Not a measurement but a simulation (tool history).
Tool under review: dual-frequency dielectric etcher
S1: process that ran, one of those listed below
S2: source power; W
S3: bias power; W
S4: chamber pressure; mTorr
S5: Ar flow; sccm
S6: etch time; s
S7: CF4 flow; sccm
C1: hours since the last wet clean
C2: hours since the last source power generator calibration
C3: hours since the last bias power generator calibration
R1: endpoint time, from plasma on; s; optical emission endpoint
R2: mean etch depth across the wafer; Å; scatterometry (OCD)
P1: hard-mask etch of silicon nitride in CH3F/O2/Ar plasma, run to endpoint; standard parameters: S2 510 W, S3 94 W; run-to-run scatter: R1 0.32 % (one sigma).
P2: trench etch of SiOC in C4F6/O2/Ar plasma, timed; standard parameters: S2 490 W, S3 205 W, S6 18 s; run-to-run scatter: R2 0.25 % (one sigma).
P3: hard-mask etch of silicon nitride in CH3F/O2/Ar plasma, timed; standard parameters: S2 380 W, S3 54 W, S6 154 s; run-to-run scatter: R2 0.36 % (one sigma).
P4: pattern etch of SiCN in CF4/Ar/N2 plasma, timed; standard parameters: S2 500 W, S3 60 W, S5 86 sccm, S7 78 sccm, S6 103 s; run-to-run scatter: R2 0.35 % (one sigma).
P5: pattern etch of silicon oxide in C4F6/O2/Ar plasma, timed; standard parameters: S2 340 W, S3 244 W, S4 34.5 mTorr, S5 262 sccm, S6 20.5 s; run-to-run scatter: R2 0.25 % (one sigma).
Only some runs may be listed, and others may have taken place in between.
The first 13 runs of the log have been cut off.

run,hour,S1,S2,S3,S4,S5,S6,S7,C1,C2,C3,R1,R2
14,111.3,P5,340,244,27.5,262,20.5,,380.9,1569.6,394,,699.69
15,121.7,P1,510,94,,,,,391.3,1580,404.4,43.61,
16,130.2,P3,380,54,,,93,,399.8,1588.5,412.9,,597.79
17,137,P4,500,60,,86,103,78,406.6,1595.3,419.7,,970.87
18,146.4,P1,510,94,,,,,416,1604.7,429.1,43.714,
19,154,P1,400,70,,,,,423.6,1612.3,436.7,53.216,
20,160.7,P2,490,205,,,10,,430.3,1619,443.4,,227.95
21,167.1,P3,380,54,,,154,,436.7,1625.4,449.8,,994.8
22,175.9,P1,510,122,,,,,445.5,1634.2,458.6,39.607,
23,181.4,P4,700,60,,86,103,78,451,1639.7,464.1,,1314.2
24,190.8,P1,640,94,,,,,460.4,1649.1,473.5,40.023,
25,197.4,P4,500,60,,86,103,78,467,1655.7,480.1,,975.97
26,205.9,P1,700,61,,,,,475.5,1664.2,488.6,44.754,
27,211.5,P1,510,94,,,,,481.1,1669.8,494.2,43.72,
28,222.6,P2,350,205,,,18,,492.2,1680.9,505.3,,361.21

Estimate the outcome of run 29 from the log above:
29,231.6,P1,400,94,,,,,501.2,1689.9,514.3,?,

Run 29 came out at R1 48.127 s.
